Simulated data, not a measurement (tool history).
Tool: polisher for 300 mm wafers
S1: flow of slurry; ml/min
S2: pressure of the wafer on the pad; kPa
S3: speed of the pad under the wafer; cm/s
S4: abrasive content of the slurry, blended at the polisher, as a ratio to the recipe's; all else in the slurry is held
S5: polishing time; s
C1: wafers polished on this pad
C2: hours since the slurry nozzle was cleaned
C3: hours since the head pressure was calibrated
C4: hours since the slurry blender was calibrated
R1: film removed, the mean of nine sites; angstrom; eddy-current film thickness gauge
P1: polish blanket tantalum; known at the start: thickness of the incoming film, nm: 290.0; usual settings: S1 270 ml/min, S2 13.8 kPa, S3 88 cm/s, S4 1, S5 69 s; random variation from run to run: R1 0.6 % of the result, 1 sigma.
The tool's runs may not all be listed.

run	hour	S1	S2	S3	S4	S5	C1	C2	C3	C4	R1
1	10.7	270	13.8	88	1	69	529	352.8	154.7	197.8	1144
2	20.4	200	13.8	40	1	69	644	362.5	164.4	207.5	504.78
3	30.4	270	13.8	88	1	69	764	372.5	174.4	217.5	1134.2
4	40.7	270	13.8	88	1	69	887	382.8	184.7	227.8	1138.9
5	51.3	270	13.8	88	1	69	1014	393.4	195.3	238.4	1142
6	58.7	270	13.8	138	1	69	1102	400.8	202.7	245.8	1774.5
7	66.9	270	7.6	88	0.55	69	1200	409	210.9	254	503.53
8	72.5	270	13.8	88	1.5	69	1267	414.6	216.5	259.6	1257.7
9	80.4	270	13.8	88	1	100	1362	422.5	224.4	267.5	1659.7
10	89.8	160	13.8	88	1	69	1474	431.9	233.8	276.9	1059.1
11	99	270	13.8	88	1	69	1584	441.1	243	286.1	1143.6
12	107.5	270	13.8	88	1	69	1686	449.6	251.5	294.6	1139.3
13	118.6	270	13.8	52	1	69	1819	460.7	262.6	305.7	662.89
# hour 121.6: slurry nozzle cleaned
14	128.3	270	13.8	88	0.55	69	1935	6.8	272.3	315.4	924.77
15	133.2	355	13.8	88	1	69	1993	11.7	277.2	320.3	1171
16	138.3	270	13.8	88	1	42	2054	16.8	282.3	325.4	690.89
17	143.5	270	21.4	88	1	69	2116	22	287.5	330.6	1766.3
18	154.6	270	9	88	1	94	2249	33.1	298.6	341.7	998.37
19	164.9	270	6.9	88	1	69	2372	43.4	308.9	352	571.99
20	172.9	270	13.8	88	1	69	2468	51.4	316.9	360	1145.5
21	179.4	270	13.8	88	1	69	2546	57.9	323.4	366.5	1097.7
22	187.8	270	13.8	88	1	69	2646	66.3	331.8	374.9	1070.6
23	196.5	270	13.8	88	1	69	2750	75	340.5	383.6	1049.6
24	203.8	270	13.8	88	1	69	2837	82.3	347.8	390.9	1033.2
# hour 208: head pressure recalibrated
25	211.6	270	13.8	88	1	69	2931	90.1	3.6	398.7	1037
# hour 212.5: slurry nozzle cleaned
26	217.2	270	13.8	88	1	69	2997	4.7	9.2	404.3	1032.5
27	228.1	270	13.8	88	1	69	3128	15.6	20.1	415.2	1035.7

What P1 gives has crept away from where it was. These 2 causes fit the log equally well, each at the size given:
A: abrasive missing from the slurry, % = 26.4
B: removal rate lost through wear of the pad, % = 9.28
The creep began at about hour 172.9.
Why every other cause is out:
slurry flow missing at the pad, %: serviced at hour 212.5, which brought nothing back
head's pressure below its setpoint, %: serviced at hour 208, which brought nothing back

4 check runs are offered, each on 3 wafers whose results are averaged, their results left as question marks. Which one tells the causes apart?
check 1	239	205	13.8	88	1	69					?
check 2	239	270	6.9	114	1	69					?
check 3	239	270	13.8	88	0.7	69					?
check 4	239	270	13.8	118	1	69					?

What each check would give under each cause:
check	result	if A	if B
check 1	R1	1001.3	1001.5
check 2	R1	669.17	669.29
check 3	R1	897.65	920.57
check 4	R1	1385.3	1385.5
How far apart the two closest causes lie, in the result that separates them most: check 1 0.02 %; check 2 0.02 %; check 3 2.52 %; check 4 0.02 %
Check 3 tells the causes apart: in the others they would give nearly the same result.

Then check 3 was run and gave: R1 898.32 angstrom. Which cause is it?

It is A: abrasive missing from the slurry, %.

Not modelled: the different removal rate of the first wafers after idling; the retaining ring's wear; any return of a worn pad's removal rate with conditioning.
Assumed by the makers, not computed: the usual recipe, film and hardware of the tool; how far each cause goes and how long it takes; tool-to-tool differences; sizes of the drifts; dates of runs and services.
